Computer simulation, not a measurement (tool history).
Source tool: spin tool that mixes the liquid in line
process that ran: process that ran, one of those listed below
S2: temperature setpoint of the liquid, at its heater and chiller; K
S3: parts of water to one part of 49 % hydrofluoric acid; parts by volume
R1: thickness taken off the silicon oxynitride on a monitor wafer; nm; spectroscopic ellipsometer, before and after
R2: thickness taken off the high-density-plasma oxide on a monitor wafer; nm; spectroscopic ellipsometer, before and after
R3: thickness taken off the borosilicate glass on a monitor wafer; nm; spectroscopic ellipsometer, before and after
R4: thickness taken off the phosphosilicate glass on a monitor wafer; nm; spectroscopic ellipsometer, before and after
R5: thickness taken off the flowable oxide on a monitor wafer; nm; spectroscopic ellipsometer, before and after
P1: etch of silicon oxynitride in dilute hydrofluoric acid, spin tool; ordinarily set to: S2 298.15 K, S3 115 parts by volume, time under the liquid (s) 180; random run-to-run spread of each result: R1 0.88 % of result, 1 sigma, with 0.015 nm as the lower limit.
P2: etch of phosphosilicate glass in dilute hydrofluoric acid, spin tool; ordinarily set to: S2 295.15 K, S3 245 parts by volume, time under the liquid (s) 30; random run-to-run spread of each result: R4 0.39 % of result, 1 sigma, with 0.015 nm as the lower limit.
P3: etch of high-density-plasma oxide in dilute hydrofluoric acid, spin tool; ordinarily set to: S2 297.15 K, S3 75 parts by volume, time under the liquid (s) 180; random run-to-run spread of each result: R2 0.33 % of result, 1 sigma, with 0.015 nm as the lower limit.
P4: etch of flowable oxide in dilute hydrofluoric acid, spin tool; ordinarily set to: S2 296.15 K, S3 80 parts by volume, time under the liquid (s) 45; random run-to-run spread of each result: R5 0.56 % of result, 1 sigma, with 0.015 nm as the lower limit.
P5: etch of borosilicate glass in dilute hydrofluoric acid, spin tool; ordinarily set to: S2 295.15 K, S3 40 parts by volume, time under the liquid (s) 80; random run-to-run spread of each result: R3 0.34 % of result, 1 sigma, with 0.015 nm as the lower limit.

Run 1, day 0.404: process that ran P1, S2 298.15 K, S3 115 parts by volume, time under the liquid (s) 180. Result: R1 2.3315 nm.
Run 2, day 0.942: process that ran P1, S2 298.15 K, S3 115 parts by volume, time under the liquid (s) 180. Result: R1 2.3766 nm.
Run 3, day 1.312: process that ran P3, S2 297.15 K, S3 75 parts by volume, time under the liquid (s) 45. Result: R2 3.299 nm.
Run 4, day 1.796: process that ran P5, S2 290.15 K, S3 40 parts by volume, time under the liquid (s) 80. Result: R3 31.676 nm.
Run 5, day 2.192: process that ran P1, S2 298.15 K, S3 115 parts by volume, time under the liquid (s) 70. Result: R1 0.935 nm.
Run 6, day 2.779: process that ran P2, S2 295.15 K, S3 245 parts by volume, time under the liquid (s) 30. Result: R4 10.355 nm.
Run 7, day 3.392: process that ran P4, S2 296.15 K, S3 110 parts by volume, time under the liquid (s) 45. Result: R5 15.946 nm.
Run 8, day 3.804: process that ran P1, S2 298.15 K, S3 170 parts by volume, time under the liquid (s) 180. Result: R1 1.5284 nm.
Run 9, day 4.333: process that ran P4, S2 296.15 K, S3 80 parts by volume, time under the liquid (s) 65. Result: R5 32.961 nm.
Run 10, day 4.896: process that ran P1, S2 298.15 K, S3 115 parts by volume, time under the liquid (s) 180. Result: R1 2.3683 nm.
Run 11, day 5.342: process that ran P1, S2 290.15 K, S3 115 parts by volume, time under the liquid (s) 285. Result: R1 2.5262 nm.
Run 12, day 6.008: process that ran P1, S2 298.15 K, S3 115 parts by volume, time under the liquid (s) 180. Result: R1 2.3337 nm.
At day 6.362: thermometer replaced.
Run 13, day 6.746: process that ran P1, S2 298.15 K, S3 115 parts by volume, time under the liquid (s) 340. Result: R1 4.382 nm.
Run 14, day 7.479: process that ran P3, S2 290.15 K, S3 75 parts by volume, time under the liquid (s) 180. Result: R2 9.8657 nm.
Run 15, day 7.954: process that ran P3, S2 297.15 K, S3 75 parts by volume, time under the liquid (s) 180. Result: R2 13.166 nm.
Run 16, day 8.512: process that ran P3, S2 297.15 K, S3 125 parts by volume, time under the liquid (s) 180. Result: R2 7.4106 nm.
Run 17, day 9.125: process that ran P1, S2 298.15 K, S3 20 parts by volume, time under the liquid (s) 180. Result: R1 14.691 nm.
Run 18, day 9.8: process that ran P5, S2 295.15 K, S3 40 parts by volume, time under the liquid (s) 155. Result: R3 76.159 nm.
Run 19, day 10.283: process that ran P4, S2 290.15 K, S3 80 parts by volume, time under the liquid (s) 45. Result: R5 17.776 nm.
Run 20, day 10.812: process that ran P1, S2 303.15 K, S3 115 parts by volume, time under the liquid (s) 180. Result: R1 2.9509 nm.
At day 11.208: hydrofluoric acid flow meter replaced.
Run 21, day 11.542: process that ran P1, S2 291.65 K, S3 115 parts by volume, time under the liquid (s) 180. Result: R1 1.6863 nm.
Run 22, day 12.3: process that ran P5, S2 295.15 K, S3 60 parts by volume, time under the liquid (s) 80. Result: R3 25.632 nm.
Run 23, day 13.108: process that ran P2, S2 290.15 K, S3 245 parts by volume, time under the liquid (s) 30. Result: R4 8.5634 nm.
Run 24, day 13.888: process that ran P5, S2 295.15 K, S3 40 parts by volume, time under the liquid (s) 80. Result: R3 39.511 nm.
Run 25, day 14.642: process that ran P5, S2 295.15 K, S3 40 parts by volume, time under the liquid (s) 80. Result: R3 39.59 nm.
Run 26, day 15.388: process that ran P1, S2 298.15 K, S3 115 parts by volume, time under the liquid (s) 180. Result: R1 2.3238 nm.
Run 27, day 15.946: process that ran P3, S2 297.15 K, S3 75 parts by volume, time under the liquid (s) 180. Result: R2 13.121 nm.
Run 28, day 16.646: process that ran P2, S2 295.15 K, S3 245 parts by volume, time under the liquid (s) 50. Result: R4 17.323 nm.
Run 29, day 17.021: process that ran P4, S2 296.15 K, S3 80 parts by volume, time under the liquid (s) 45. Result: R5 22.79 nm.
Run 30, day 17.817: process that ran P1, S2 298.15 K, S3 115 parts by volume, time under the liquid (s) 180. Result: R1 2.3566 nm.
Run 31, day 18.358: process that ran P2, S2 295.15 K, S3 245 parts by volume, time under the liquid (s) 30. Result: R4 10.375 nm.
Run 32, day 18.729: process that ran P2, S2 295.15 K, S3 360 parts by volume, time under the liquid (s) 30. Result: R4 6.3219 nm.
Run 33, day 19.392: process that ran P1, S2 298.15 K, S3 115 parts by volume, time under the liquid (s) 180. Result: R1 2.3064 nm.
Run 34, day 20.146: process that ran P1, S2 298.15 K, S3 115 parts by volume, time under the liquid (s) 180. Result: R1 2.5002 nm.
Run 35, day 20.95: process that ran P1, S2 298.15 K, S3 115 parts by volume, time under the liquid (s) 180. Result: R1 2.5682 nm.
Run 36, day 21.375: process that ran P1, S2 298.15 K, S3 115 parts by volume, time under the liquid (s) 180. Result: R1 2.5222 nm.
Run 37, day 21.9: process that ran P1, S2 298.15 K, S3 115 parts by volume, time under the liquid (s) 180. Result: R1 2.5318 nm.
Run 38, day 22.3: process that ran P1, S2 298.15 K, S3 115 parts by volume, time under the liquid (s) 180. Result: R1 2.5528 nm.
Run 39, day 22.992: process that ran P1, S2 298.15 K, S3 115 parts by volume, time under the liquid (s) 180. Result: R1 2.5846 nm.

What will run 40 give?
Run 40, day 23.367: process that ran P1, S2 298.15 K, S3 115 parts by volume, time under the liquid (s) 180. Result: R1 ?.

R1: 2.5997 nm
